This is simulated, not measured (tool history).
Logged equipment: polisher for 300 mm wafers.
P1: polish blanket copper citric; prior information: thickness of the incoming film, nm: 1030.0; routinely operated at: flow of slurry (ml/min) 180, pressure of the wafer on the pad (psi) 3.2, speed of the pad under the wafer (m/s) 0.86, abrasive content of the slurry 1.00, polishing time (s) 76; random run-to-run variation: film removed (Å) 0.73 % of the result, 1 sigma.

run	hour	flow of slurry (ml/min)	pressure of the wafer on the pad (psi)	speed of the pad under the wafer (m/s)	abrasive content of the slurry	polishing time (s)	wafers polished on this pad	hours since the slurry nozzle was cleaned	hours since the head pressure was calibrated	hours since the slurry blender was calibrated	film removed (Å)
1	5.2	180	3.2	0.86	1.00	76	545	315.6	893.0	57.7	1410.40
2	10.2	180	3.2	0.86	1.00	76	573	320.6	898.0	62.7	1414.70
3	14.3	180	2.5	0.86	0.60	76	595	324.7	902.1	66.8	998.21
4	19.3	180	3.2	0.86	1.00	76	623	329.7	907.1	71.8	1401.80
5	23.0	180	3.2	0.86	1.00	120	643	333.4	910.8	75.5	2234.20
6	28.5	180	3.2	0.86	1.00	40	674	338.9	916.3	81.0	736.36
7	33.2	110	3.2	0.86	1.00	76	700	343.6	921.0	85.7	1295.90
8	37.1	180	3.2	1.26	1.00	76	722	347.5	924.9	89.6	2049.90
9	39.8	180	1.8	0.86	0.75	76	737	350.2	927.6	92.3	771.09
10	43.4	180	4.9	0.86	1.00	76	757	353.8	931.2	95.9	2150.50
11	47.7	180	3.2	0.40	1.00	76	780	358.1	935.5	100.2	686.26
# hour 51.7: worn pad replaced by a new one
12	52.0	180	3.2	0.86	1.00	76	1	362.4	939.8	104.5	1416.00
13	56.2	275	3.2	0.86	1.00	76	25	366.6	944.0	108.7	1487.70
# hour 59.4: slurry blender recalibrated
14	61.1	180	3.2	0.86	1.45	76	52	371.5	948.9	1.8	1530.80
15	64.9	180	3.2	0.86	1.00	76	73	375.3	952.7	5.6	1398.50
16	70.2	180	3.2	0.86	0.55	76	102	380.6	958.0	10.9	1246.40
17	73.9	180	1.4	0.86	1.00	76	123	384.3	961.7	14.6	635.68
18	78.4	180	3.2	0.86	1.00	76	148	388.8	966.2	19.1	1420.10
19	82.2	180	3.2	0.86	1.00	76	169	392.6	970.0	22.9	1385.30
20	86.2	180	3.2	0.86	1.00	76	191	396.6	974.0	26.9	1356.10
21	91.0	180	3.2	0.86	1.00	76	217	401.4	978.8	31.7	1348.40
22	94.0	180	3.2	0.86	1.00	76	234	404.4	981.8	34.7	1310.60
# hour 97.2: slurry blender recalibrated
23	99.7	180	3.2	0.86	1.00	76	266	410.1	987.5	2.6	1315.60
# hour 100.5: worn pad replaced by a new one
24	103.1	180	3.2	0.86	1.00	76	14	413.5	990.9	6.0	1303.50
25	105.6	180	3.2	0.86	1.00	76	28	416.0	993.4	8.5	1303.70
26	108.8	180	3.2	0.86	1.00	76	46	419.2	996.6	11.7	1289.80
27	114.0	180	3.2	0.86	1.00	76	74	424.4	1001.8	16.9	1284.70
28	119.2	180	3.2	0.86	1.00	76	103	429.6	1007.0	22.1	1296.10

The output of P1 has drifted from where it used to be. Each of the 2 causes below, taken at the size shown beside it, accounts for the log equally well:
A: head's pressure below its setpoint, % = 8.9
B: slurry flow missing at the pad, % = 39
The onset of the drift is placed at about hour 78.4.
What rules out each remaining cause:
removal rate lost through wear of the pad, %: work on it at hour 100.5, done after the drift set in, did not restore what the process gave before
abrasive missing from the slurry, %: work on it at hour 97.2, done after the drift set in, did not restore what the process gave before

Each of the check runs listed below is run on 2 wafers and reports their average, with the results left as question marks. Pick the one under which the possible causes would lead to clearly different results.
check 1	124.4	180	3.2	1.20	1.00	113					?
check 2	124.4	110	2.1	0.86	1.00	76					?
check 3	124.4	180	4.8	1.18	1.00	76					?
check 4	124.4	180	3.2	0.42	1.00	41					?

How each check would come out, cause by cause:
check	result	if A	if B
check 1	film removed (Å)	2659.30	2661.30
check 2	film removed (Å)	786.55	747.48
check 3	film removed (Å)	2620.50	2624.10
check 4	film removed (Å)	350.68	349.82
Minimum pairwise separation of causes per check, each pair taken at its best-separating result: check 1 0.08 %; check 2 5.09 %; check 3 0.14 %; check 4 0.25 %
Of the check runs offered, only check 2 discriminates between the causes; the rest would read about the same regardless of which cause applies.

Here is what check 2 returned: film removed (Å) 751.04. Which cause is it?

B is the cause: slurry flow missing at the pad, %.

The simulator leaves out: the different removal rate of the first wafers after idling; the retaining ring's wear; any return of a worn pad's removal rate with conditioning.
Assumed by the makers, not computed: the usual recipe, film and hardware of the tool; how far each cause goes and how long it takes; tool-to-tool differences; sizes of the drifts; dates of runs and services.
